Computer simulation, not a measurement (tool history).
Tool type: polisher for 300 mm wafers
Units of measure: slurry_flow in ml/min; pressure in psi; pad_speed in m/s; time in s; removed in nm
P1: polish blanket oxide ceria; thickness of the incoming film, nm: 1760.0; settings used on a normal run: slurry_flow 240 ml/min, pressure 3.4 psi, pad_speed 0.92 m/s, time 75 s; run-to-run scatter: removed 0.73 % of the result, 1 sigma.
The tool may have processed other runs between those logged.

run 1 hour=10.9 | slurry_flow=240 pressure=3.4 pad_speed=0.92 time=75 | removed=355.45
run 2 hour=17.5 | slurry_flow=240 pressure=3.4 pad_speed=0.92 time=55 | removed=262.94
run 3 hour=28.5 | slurry_flow=180 pressure=3.4 pad_speed=0.44 time=75 | removed=164.77
run 4 hour=40.0 | slurry_flow=335 pressure=3.4 pad_speed=0.92 time=46 | removed=226.06
run 5 hour=51.4 | slurry_flow=240 pressure=3.4 pad_speed=1.30 time=75 | removed=511.53
run 6 hour=61.1 | slurry_flow=240 pressure=4.7 pad_speed=0.92 time=75 | removed=501.05
run 7 hour=68.3 | slurry_flow=145 pressure=3.4 pad_speed=0.92 time=75 | removed=334.82
run 8 hour=77.2 | slurry_flow=240 pressure=3.4 pad_speed=0.92 time=75 | removed=356.81
run 9 hour=84.6 | slurry_flow=315 pressure=3.4 pad_speed=0.92 time=75 | removed=366.86
run 10 hour=97.2 | slurry_flow=240 pressure=2.2 pad_speed=0.92 time=75 | removed=229.12
run 11 hour=111.4 | slurry_flow=240 pressure=3.4 pad_speed=0.92 time=115 | removed=549.88
run 12 hour=118.9 | slurry_flow=240 pressure=3.4 pad_speed=0.42 time=75 | removed=161.61
run 13 hour=128.6 | slurry_flow=240 pressure=3.4 pad_speed=0.92 time=75 | removed=359.51
run 14 hour=135.3 | slurry_flow=240 pressure=3.4 pad_speed=0.92 time=75 | removed=357.73
run 15 hour=146.3 | slurry_flow=240 pressure=3.4 pad_speed=0.92 time=75 | removed=357.87
run 16 hour=159.7 | slurry_flow=240 pressure=3.4 pad_speed=0.92 time=75 | removed=359.35
run 17 hour=171.0 | slurry_flow=240 pressure=3.4 pad_speed=0.92 time=75 | removed=347.90
run 18 hour=178.6 | slurry_flow=240 pressure=3.4 pad_speed=0.92 time=75 | removed=348.85
run 19 hour=186.2 | slurry_flow=240 pressure=3.4 pad_speed=0.92 time=75 | removed=343.62
run 20 hour=195.7 | slurry_flow=240 pressure=3.4 pad_speed=0.92 time=75 | removed=339.58
run 21 hour=202.2 | slurry_flow=240 pressure=3.4 pad_speed=0.92 time=75 | removed=341.49
-- hour=213.1 worn pad replaced by a new one
run 22 hour=215.0 | slurry_flow=240 pressure=3.4 pad_speed=0.92 time=75 | removed=338.13
run 23 hour=223.7 | slurry_flow=240 pressure=3.4 pad_speed=0.92 time=75 | removed=343.62
run 24 hour=233.3 | slurry_flow=240 pressure=3.4 pad_speed=0.92 time=75 | removed=336.78
run 25 hour=246.2 | slurry_flow=240 pressure=3.4 pad_speed=0.92 time=75 | removed=336.31
run 26 hour=256.2 | slurry_flow=240 pressure=3.4 pad_speed=0.92 time=75 | removed=335.07

What P1 gives has crept off from where it sat before. The 2 causes that follow fit the log equally well, each at the size noted:
A: slurry flow missing at the pad, % = 37.4
B: head's pressure below its setpoint, % = 6.29
Onset of the creep was near hour 159.7.
Ruled out, with reasons:
removal rate lost through wear of the pad, %: maintenance at hour 213.1, after the shift began, did not return the process to its former output

Each of the check runs listed below is run on 5 wafers and reports their average, with the results left as question marks. Pick the one under which the possible causes would lead to clearly different results.
run check 1 hour=266.2 | slurry_flow=240 pressure=2.4 pad_speed=0.92 time=75 | removed=?
run check 2 hour=266.2 | slurry_flow=240 pressure=4.6 pad_speed=0.60 time=75 | removed=?
run check 3 hour=266.2 | slurry_flow=165 pressure=3.4 pad_speed=0.44 time=75 | removed=?
run check 4 hour=266.2 | slurry_flow=240 pressure=4.6 pad_speed=0.92 time=75 | removed=?

What every check run would give for each of its results, assuming each possible cause in turn:
check=check_1 result=removed if_A=237.14 if_B=237.17
check=check_2 result=removed if_A=296.43 if_B=296.47
check=check_3 result=removed if_A=148.82 if_B=152.90
check=check_4 result=removed if_A=454.53 if_B=454.58
Minimum pairwise separation of causes per check, each pair taken at its best-separating result: check 1 0.01 %; check 2 0.01 %; check 3 2.71 %; check 4 0.01 %
The causes can be told apart only by check 3. The other checks would give nearly the same results under each of them.

Here is what check 3 returned: removed 148.80 nm. Which cause is it?

The correct cause is A, namely: slurry flow missing at the pad, %.

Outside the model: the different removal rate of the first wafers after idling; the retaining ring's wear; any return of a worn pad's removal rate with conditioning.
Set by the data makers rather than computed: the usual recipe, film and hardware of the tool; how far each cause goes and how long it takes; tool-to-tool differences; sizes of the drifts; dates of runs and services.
